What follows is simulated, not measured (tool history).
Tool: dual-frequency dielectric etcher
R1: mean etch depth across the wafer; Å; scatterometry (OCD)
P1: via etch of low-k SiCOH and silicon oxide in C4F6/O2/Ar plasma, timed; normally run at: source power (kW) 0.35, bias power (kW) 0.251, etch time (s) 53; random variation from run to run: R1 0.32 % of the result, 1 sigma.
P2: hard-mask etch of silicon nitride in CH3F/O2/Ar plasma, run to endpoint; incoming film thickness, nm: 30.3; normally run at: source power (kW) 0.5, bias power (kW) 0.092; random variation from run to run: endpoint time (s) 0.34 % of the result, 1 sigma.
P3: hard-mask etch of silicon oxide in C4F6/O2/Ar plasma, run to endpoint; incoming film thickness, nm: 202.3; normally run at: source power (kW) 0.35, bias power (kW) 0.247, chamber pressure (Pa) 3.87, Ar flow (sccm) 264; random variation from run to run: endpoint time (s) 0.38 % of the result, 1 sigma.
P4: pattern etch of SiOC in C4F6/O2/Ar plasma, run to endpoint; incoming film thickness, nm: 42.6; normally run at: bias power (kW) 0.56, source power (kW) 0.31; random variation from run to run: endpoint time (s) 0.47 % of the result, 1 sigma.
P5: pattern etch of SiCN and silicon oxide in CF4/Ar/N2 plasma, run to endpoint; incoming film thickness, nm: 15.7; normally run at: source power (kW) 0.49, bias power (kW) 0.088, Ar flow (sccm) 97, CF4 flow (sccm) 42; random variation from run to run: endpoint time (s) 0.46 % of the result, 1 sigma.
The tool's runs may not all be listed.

run 1 hour=8 | process_that_ran=P1 source_power_(kW)=0.35 bias_power_(kW)=0.251 etch_time_(s)=53 | R1=1570.8
run 2 hour=17.4 | process_that_ran=P1 source_power_(kW)=0.49 bias_power_(kW)=0.251 etch_time_(s)=34 | R1=1147.1
run 3 hour=23.3 | process_that_ran=P3 source_power_(kW)=0.5 bias_power_(kW)=0.247 chamber_pressure_(Pa)=3.87 Ar_flow_(sccm)=264 | endpoint_time_(s)=50.966
run 4 hour=34.2 | process_that_ran=P5 source_power_(kW)=0.49 bias_power_(kW)=0.088 Ar_flow_(sccm)=97 CF4_flow_(sccm)=42 | endpoint_time_(s)=17.119
run 5 hour=44.7 | process_that_ran=P5 source_power_(kW)=0.49 bias_power_(kW)=0.088 Ar_flow_(sccm)=97 CF4_flow_(sccm)=42 | endpoint_time_(s)=17.316
run 6 hour=51.5 | process_that_ran=P5 source_power_(kW)=0.49 bias_power_(kW)=0.088 Ar_flow_(sccm)=97 CF4_flow_(sccm)=27 | endpoint_time_(s)=18.313
run 7 hour=62.2 | process_that_ran=P4 source_power_(kW)=0.31 bias_power_(kW)=0.56 | endpoint_time_(s)=14.583
run 8 hour=67.9 | process_that_ran=P1 source_power_(kW)=0.35 bias_power_(kW)=0.251 etch_time_(s)=53 | R1=1573.3
run 9 hour=80 | process_that_ran=P2 source_power_(kW)=0.66 bias_power_(kW)=0.092 | endpoint_time_(s)=33.816
run 10 hour=86.1 | process_that_ran=P4 source_power_(kW)=0.41 bias_power_(kW)=0.56 | endpoint_time_(s)=13.099
run 11 hour=97 | process_that_ran=P5 source_power_(kW)=0.49 bias_power_(kW)=0.118 Ar_flow_(sccm)=97 CF4_flow_(sccm)=42 | endpoint_time_(s)=15.258
run 12 hour=106.9 | process_that_ran=P1 source_power_(kW)=0.42 bias_power_(kW)=0.251 etch_time_(s)=53 | R1=1694.1
run 13 hour=112.6 | process_that_ran=P1 source_power_(kW)=0.35 bias_power_(kW)=0.197 etch_time_(s)=53 | R1=1453.7
run 14 hour=119.2 | process_that_ran=P5 source_power_(kW)=0.49 bias_power_(kW)=0.088 Ar_flow_(sccm)=58 CF4_flow_(sccm)=42 | endpoint_time_(s)=16.038
run 15 hour=126.6 | process_that_ran=P1 source_power_(kW)=0.35 bias_power_(kW)=0.251 etch_time_(s)=53 | R1=1573.6
run 16 hour=136.5 | process_that_ran=P1 source_power_(kW)=0.35 bias_power_(kW)=0.251 etch_time_(s)=53 | R1=1576.7
run 17 hour=147.2 | process_that_ran=P1 source_power_(kW)=0.35 bias_power_(kW)=0.251 etch_time_(s)=68 | R1=2024.9
run 18 hour=155.1 | process_that_ran=P1 source_power_(kW)=0.22 bias_power_(kW)=0.332 etch_time_(s)=53 | R1=1455.7
run 19 hour=167.5 | process_that_ran=P3 source_power_(kW)=0.35 bias_power_(kW)=0.247 chamber_pressure_(Pa)=3.87 Ar_flow_(sccm)=264 | endpoint_time_(s)=58.493
run 20 hour=177.2 | process_that_ran=P2 source_power_(kW)=0.5 bias_power_(kW)=0.092 | endpoint_time_(s)=37.777
run 21 hour=187.6 | process_that_ran=P1 source_power_(kW)=0.27 bias_power_(kW)=0.251 etch_time_(s)=53 | R1=1426.9
run 22 hour=193.1 | process_that_ran=P1 source_power_(kW)=0.35 bias_power_(kW)=0.251 etch_time_(s)=53 | R1=1574.1
run 23 hour=200.7 | process_that_ran=P4 source_power_(kW)=0.31 bias_power_(kW)=0.56 | endpoint_time_(s)=14.686
run 24 hour=207 | process_that_ran=P1 source_power_(kW)=0.35 bias_power_(kW)=0.251 etch_time_(s)=53 | R1=1573.8

The next listed run, before its measurement:
run 25 hour=212.8 | process_that_ran=P3 source_power_(kW)=0.35 bias_power_(kW)=0.247 chamber_pressure_(Pa)=4.73 Ar_flow_(sccm)=264 | endpoint_time_(s)=?

endpoint time (s): 59.865

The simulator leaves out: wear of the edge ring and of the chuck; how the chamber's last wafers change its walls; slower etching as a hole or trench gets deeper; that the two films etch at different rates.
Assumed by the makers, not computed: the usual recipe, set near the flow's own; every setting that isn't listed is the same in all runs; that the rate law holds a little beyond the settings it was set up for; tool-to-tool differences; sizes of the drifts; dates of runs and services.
